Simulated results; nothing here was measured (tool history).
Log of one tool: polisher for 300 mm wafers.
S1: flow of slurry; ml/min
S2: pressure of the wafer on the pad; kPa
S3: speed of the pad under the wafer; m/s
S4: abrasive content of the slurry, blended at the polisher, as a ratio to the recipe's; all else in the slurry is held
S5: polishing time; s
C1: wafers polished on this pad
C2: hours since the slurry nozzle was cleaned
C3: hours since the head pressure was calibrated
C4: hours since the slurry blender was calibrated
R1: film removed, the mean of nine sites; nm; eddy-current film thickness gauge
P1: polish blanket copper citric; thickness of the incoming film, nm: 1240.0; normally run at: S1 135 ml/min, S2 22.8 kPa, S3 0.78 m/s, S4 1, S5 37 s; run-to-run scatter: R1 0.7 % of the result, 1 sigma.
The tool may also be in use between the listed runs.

run,day,S1,S2,S3,S4,S5,C1,C2,C3,C4,R1
1,0.167,135,22.8,0.78,1,37,154,317.9,210.3,117.1,66.437
2,0.296,80,22.8,0.78,1,37,173,321,213.4,120.2,59.111
3,0.475,135,22.8,0.78,1,37,199,325.3,217.7,124.5,67.599
4,0.621,135,22.8,0.78,1.5,37,220,328.8,221.2,128,72.383
5,0.725,135,22.8,0.78,0.75,37,235,331.3,223.7,130.5,62.806
6,0.879,135,22.8,0.78,1.45,49,257,335,227.4,134.2,96.189
7,0.992,135,22.8,0.78,1,37,273,337.7,230.1,136.9,66.306
# day 1.092: slurry nozzle cleaned
8,1.217,135,22.8,0.36,1,37,305,3.1,235.5,142.3,31.638
9,1.329,200,22.8,0.78,1,37,322,5.8,238.2,145,71.165
10,1.471,135,22.8,1.08,1,37,342,9.2,241.6,148.4,93.038
11,1.7,135,22.8,0.78,1,37,375,14.7,247.1,153.9,67.186
12,1.829,135,34.5,0.78,1,37,394,17.8,250.2,157,100.74
13,1.942,135,22.8,0.78,1,17,410,20.5,252.9,159.7,30.753
14,2.15,135,22.8,0.78,1,37,440,25.5,257.9,164.7,66.678
15,2.371,135,10.3,0.78,1,37,472,30.8,263.2,170,31.419
16,2.533,135,22.8,0.78,1,37,495,34.7,267.1,173.9,66.894
17,2.662,135,22.8,0.78,1,58,514,37.8,270.2,177,106.24
18,2.779,135,22.8,0.78,1,37,530,40.6,273,179.8,66.369
19,3.008,135,22.8,0.78,1,37,563,46.1,278.5,185.3,63.851
20,3.233,135,22.8,0.78,1,37,596,51.5,283.9,190.7,63.174
21,3.362,135,22.8,0.78,1,37,614,54.6,287,193.8,62.713
# day 3.379: slurry blender recalibrated
# day 3.408: worn pad replaced by a new one
22,3.467,135,22.8,0.78,1,37,8,57.1,289.5,2.2,62.694
23,3.65,135,22.8,0.78,1,37,34,61.5,293.9,6.6,62.277
24,3.825,135,22.8,0.78,1,37,59,65.7,298.1,10.8,62.071

What P1 gives has crept away from where it was. These 2 causes fit the log equally well, each at the size given:
A: slurry flow missing at the pad, % = 26.9
B: head's pressure below its setpoint, % = 6.8
The creep began at about day 2.779.
Why every other cause is out:
removal rate lost through wear of the pad, %: serviced at day 3.408, which brought nothing back
abrasive missing from the slurry, %: serviced at day 3.379, which brought nothing back

4 check runs are offered, each on 2 wafers whose results are averaged, their results left as question marks. Which one tells the causes apart?
check 1,4,135,33.1,0.78,1,53,,,,,?
check 2,4,80,22.8,0.78,1,21,,,,,?
check 3,4,135,22.8,1.02,1.45,37,,,,,?
check 4,4,135,34.5,0.78,1.35,37,,,,,?

What each check would give under each cause:
check,result,if A,if B
check 1,R1,129.15,129.07
check 2,R1,30.089,31.289
check 3,R1,88.121,88.077
check 4,R1,100.19,100.12
How far apart the two closest causes lie, in the result that separates them most: check 1 0.07 %; check 2 3.91 %; check 3 0.05 %; check 4 0.07 %
Only check 2 tells the causes apart: in the others they would give nearly the same result.

Check 2 was then run and gave: R1 31.424 nm. Which cause is it?

It is B: head's pressure below its setpoint, %.
